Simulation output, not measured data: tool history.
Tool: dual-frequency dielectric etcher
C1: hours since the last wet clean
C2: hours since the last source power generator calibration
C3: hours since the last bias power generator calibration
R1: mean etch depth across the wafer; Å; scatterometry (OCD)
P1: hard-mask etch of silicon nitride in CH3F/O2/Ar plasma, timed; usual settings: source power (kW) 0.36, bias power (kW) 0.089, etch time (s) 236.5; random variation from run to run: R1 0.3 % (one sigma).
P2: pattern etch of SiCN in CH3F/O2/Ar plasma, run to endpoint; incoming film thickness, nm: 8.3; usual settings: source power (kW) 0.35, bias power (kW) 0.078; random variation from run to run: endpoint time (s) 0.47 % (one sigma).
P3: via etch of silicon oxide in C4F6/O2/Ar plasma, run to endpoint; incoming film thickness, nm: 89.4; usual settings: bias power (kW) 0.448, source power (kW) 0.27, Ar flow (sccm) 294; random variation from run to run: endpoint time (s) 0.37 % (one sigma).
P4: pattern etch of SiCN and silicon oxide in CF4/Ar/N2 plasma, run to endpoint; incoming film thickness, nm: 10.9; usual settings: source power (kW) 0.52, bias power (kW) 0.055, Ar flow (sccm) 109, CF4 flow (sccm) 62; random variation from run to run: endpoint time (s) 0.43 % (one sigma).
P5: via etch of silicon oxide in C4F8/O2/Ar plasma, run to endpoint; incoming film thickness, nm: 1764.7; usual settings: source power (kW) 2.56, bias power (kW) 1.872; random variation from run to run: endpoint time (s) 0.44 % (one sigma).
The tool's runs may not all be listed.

Run 1, hour 6.6: process that ran P1, source power (kW) 0.36, bias power (kW) 0.089, etch time (s) 236.5; C1 408; C2 2436.3; C3 2822.4. Result: R1 1686.4 Å.
Run 2, hour 12.6: process that ran P3, source power (kW) 0.27, bias power (kW) 0.448, Ar flow (sccm) 294; C1 414; C2 2442.3; C3 2828.4. Result: endpoint time (s) 24.295.
Run 3, hour 18: process that ran P3, source power (kW) 0.27, bias power (kW) 0.448, Ar flow (sccm) 294; C1 419.4; C2 2447.7; C3 2833.8. Result: endpoint time (s) 24.244.
Run 4, hour 27.6: process that ran P5, source power (kW) 2.56, bias power (kW) 1.872; C1 429; C2 2457.3; C3 2843.4. Result: endpoint time (s) 314.11.
Run 5, hour 32.9: process that ran P4, source power (kW) 0.52, bias power (kW) 0.055, Ar flow (sccm) 109, CF4 flow (sccm) 62; C1 434.3; C2 2462.6; C3 2848.7. Result: endpoint time (s) 12.657.
Run 6, hour 38: process that ran P1, source power (kW) 0.36, bias power (kW) 0.089, etch time (s) 236.5; C1 439.4; C2 2467.7; C3 2853.8. Result: R1 1689.8 Å.
Run 7, hour 46.8: process that ran P4, source power (kW) 0.52, bias power (kW) 0.033, Ar flow (sccm) 109, CF4 flow (sccm) 62; C1 448.2; C2 2476.5; C3 2862.6. Result: endpoint time (s) 14.826.
Run 8, hour 52.6: process that ran P2, source power (kW) 0.43, bias power (kW) 0.078; C1 454; C2 2482.3; C3 2868.4. Result: endpoint time (s) 21.601.
Run 9, hour 60.4: process that ran P5, source power (kW) 3.58, bias power (kW) 1.872; C1 461.8; C2 2490.1; C3 2876.2. Result: endpoint time (s) 274.81.
Run 10, hour 70.7: process that ran P2, source power (kW) 0.35, bias power (kW) 0.078; C1 472.1; C2 2500.4; C3 2886.5. Result: endpoint time (s) 23.251.
Run 11, hour 75.9: process that ran P1, source power (kW) 0.36, bias power (kW) 0.11, etch time (s) 236.5; C1 477.3; C2 2505.6; C3 2891.7. Result: R1 1821.8 Å.
Run 12, hour 85.2: process that ran P4, source power (kW) 0.39, bias power (kW) 0.055, Ar flow (sccm) 109, CF4 flow (sccm) 62; C1 486.6; C2 2514.9; C3 2901. Result: endpoint time (s) 16.31.
Run 13, hour 92.4: process that ran P1, source power (kW) 0.36, bias power (kW) 0.089, etch time (s) 236.5; C1 493.8; C2 2522.1; C3 2908.2. Result: R1 1693.5 Å.
Run 14, hour 102.3: process that ran P3, source power (kW) 0.27, bias power (kW) 0.319, Ar flow (sccm) 294; C1 503.7; C2 2532; C3 2918.1. Result: endpoint time (s) 27.651.
Run 15, hour 107.3: process that ran P4, source power (kW) 0.52, bias power (kW) 0.055, Ar flow (sccm) 109, CF4 flow (sccm) 43; C1 508.7; C2 2537; C3 2923.1. Result: endpoint time (s) 13.587.
Run 16, hour 113.4: process that ran P3, source power (kW) 0.27, bias power (kW) 0.448, Ar flow (sccm) 401; C1 514.8; C2 2543.1; C3 2929.2. Result: endpoint time (s) 25.206.
Run 17, hour 119.8: process that ran P1, source power (kW) 0.47, bias power (kW) 0.089, etch time (s) 236.5; C1 521.2; C2 2549.5; C3 2935.6. Result: R1 1862.9 Å.
Run 18, hour 127.1: process that ran P1, source power (kW) 0.36, bias power (kW) 0.089, etch time (s) 236.5; C1 528.5; C2 2556.8; C3 2942.9. Result: R1 1694.8 Å.
Run 19, hour 133: process that ran P5, source power (kW) 2.56, bias power (kW) 2.612; C1 534.4; C2 2562.7; C3 2948.8. Result: endpoint time (s) 287.15.
Run 20, hour 140: process that ran P4, source power (kW) 0.52, bias power (kW) 0.055, Ar flow (sccm) 109, CF4 flow (sccm) 62; C1 541.4; C2 2569.7; C3 2955.8. Result: endpoint time (s) 12.648.
Run 21, hour 148.1: process that ran P1, source power (kW) 0.36, bias power (kW) 0.06, etch time (s) 236.5; C1 549.5; C2 2577.8; C3 2963.9. Result: R1 1469.8 Å.
Run 22, hour 158.6: process that ran P3, source power (kW) 0.33, bias power (kW) 0.448, Ar flow (sccm) 294; C1 560; C2 2588.3; C3 2974.4. Result: endpoint time (s) 22.529.
Run 23, hour 165.3: process that ran P1, source power (kW) 0.36, bias power (kW) 0.089, etch time (s) 139.5; C1 566.7; C2 2595; C3 2981.1. Result: R1 999.69 Å.
Run 24, hour 173.4: process that ran P2, source power (kW) 0.35, bias power (kW) 0.11; C1 574.8; C2 2603.1; C3 2989.2. Result: endpoint time (s) 20.352.
Run 25, hour 178.3: process that ran P2, source power (kW) 0.35, bias power (kW) 0.078; C1 579.7; C2 2608; C3 2994.1. Result: endpoint time (s) 23.402.
Run 26, hour 185.2: process that ran P1, source power (kW) 0.36, bias power (kW) 0.089, etch time (s) 356; C1 586.6; C2 2614.9; C3 3001. Result: R1 2527.4 Å.
Run 27, hour 191.9: process that ran P1, source power (kW) 0.49, bias power (kW) 0.064, etch time (s) 236.5; C1 593.3; C2 2621.6; C3 3007.7. Result: R1 1688.8 Å.
Run 28, hour 199.4: process that ran P1, source power (kW) 0.36, bias power (kW) 0.11, etch time (s) 299; C1 600.8; C2 2629.1; C3 3015.2. Result: R1 2304.2 Å.
Run 29, hour 206.2: process that ran P1, source power (kW) 0.27, bias power (kW) 0.089, etch time (s) 236.5; C1 607.6; C2 2635.9; C3 3022. Result: R1 1517.4 Å.
Run 30, hour 216.3: process that ran P5, source power (kW) 2.56, bias power (kW) 1.872; C1 617.7; C2 2646; C3 3032.1. Result: endpoint time (s) 312.61.
Run 31, hour 223: process that ran P4, source power (kW) 0.52, bias power (kW) 0.055, Ar flow (sccm) 131, CF4 flow (sccm) 62; C1 624.4; C2 2652.7; C3 3038.8. Result: endpoint time (s) 13.075.
Run 32, hour 229: process that ran P1, source power (kW) 0.36, bias power (kW) 0.089, etch time (s) 236.5; C1 630.4; C2 2658.7; C3 3044.8. Result: R1 1689.9 Å.
Run 33, hour 236.2: process that ran P1, source power (kW) 0.36, bias power (kW) 0.089, etch time (s) 236.5; C1 637.6; C2 2665.9; C3 3052. Result: R1 1699.6 Å.
Run 34, hour 242.2: process that ran P1, source power (kW) 0.36, bias power (kW) 0.089, etch time (s) 236.5; C1 643.6; C2 2671.9; C3 3058. Result: R1 1702.6 Å.
Run 35, hour 251.2: process that ran P1, source power (kW) 0.36, bias power (kW) 0.089, etch time (s) 236.5; C1 652.6; C2 2680.9; C3 3067. Result: R1 1715 Å.
At hour 255.6: wet clean of the chamber.
Run 36, hour 256.1: process that ran P1, source power (kW) 0.36, bias power (kW) 0.089, etch time (s) 236.5; C1 0.6; C2 2685.8; C3 3071.9. Result: R1 1710.6 Å.
Run 37, hour 261.9: process that ran P1, source power (kW) 0.36, bias power (kW) 0.089, etch time (s) 236.5; C1 6.4; C2 2691.6; C3 3077.7. Result: R1 1720.1 Å.
Run 38, hour 271.1: process that ran P1, source power (kW) 0.36, bias power (kW) 0.089, etch time (s) 236.5; C1 15.6; C2 2700.8; C3 3086.9. Result: R1 1721.8 Å.
Run 39, hour 277.4: process that ran P1, source power (kW) 0.36, bias power (kW) 0.089, etch time (s) 236.5; C1 21.9; C2 2707.1; C3 3093.2. Result: R1 1720 Å.

What P1 gives has crept away from where it was. These 2 causes fit the log equally well, each at the size given:
A: source power that arrives over what is set, % = 4.03
B: bias power that arrives over what is set, % = 4.15
The creep began at about hour 229.
Why every other cause is out:
chamber walls in a state that raises the etch rate, %: serviced at hour 255.6, which brought nothing back

4 check runs are offered, each on 2 wafers whose results are averaged, their results left as question marks. Which one tells the causes apart?
Run check 1, hour 283.7: process that ran P3, source power (kW) 0.32, bias power (kW) 0.448, Ar flow (sccm) 339. Result: endpoint time (s) ?.
Run check 2, hour 283.7: process that ran P2, source power (kW) 0.35, bias power (kW) 0.107. Result: endpoint time (s) ?.
Run check 3, hour 283.7: process that ran P5, source power (kW) 3.47, bias power (kW) 2.466. Result: endpoint time (s) ?.
Run check 4, hour 283.7: process that ran P4, source power (kW) 0.52, bias power (kW) 0.033, Ar flow (sccm) 109, CF4 flow (sccm) 62. Result: endpoint time (s) ?.

What each check would give under each cause:
  check             result    if A    if B
check 1  endpoint time (s)  22.811  22.798
check 2  endpoint time (s)  20.307  20.283
check 3  endpoint time (s)  253.77   254.8
check 4  endpoint time (s)  14.268  14.616
How far apart the two closest causes lie, in the result that separates them most: check 1 0.06 %; check 2 0.12 %; check 3 0.41 %; check 4 2.41 %
Only check 4 tells the causes apart: in the others they would give nearly the same result.

Check 4 was then run and gave: endpoint time (s) 14.279. Which cause is it?

It is A: source power that arrives over what is set, %.
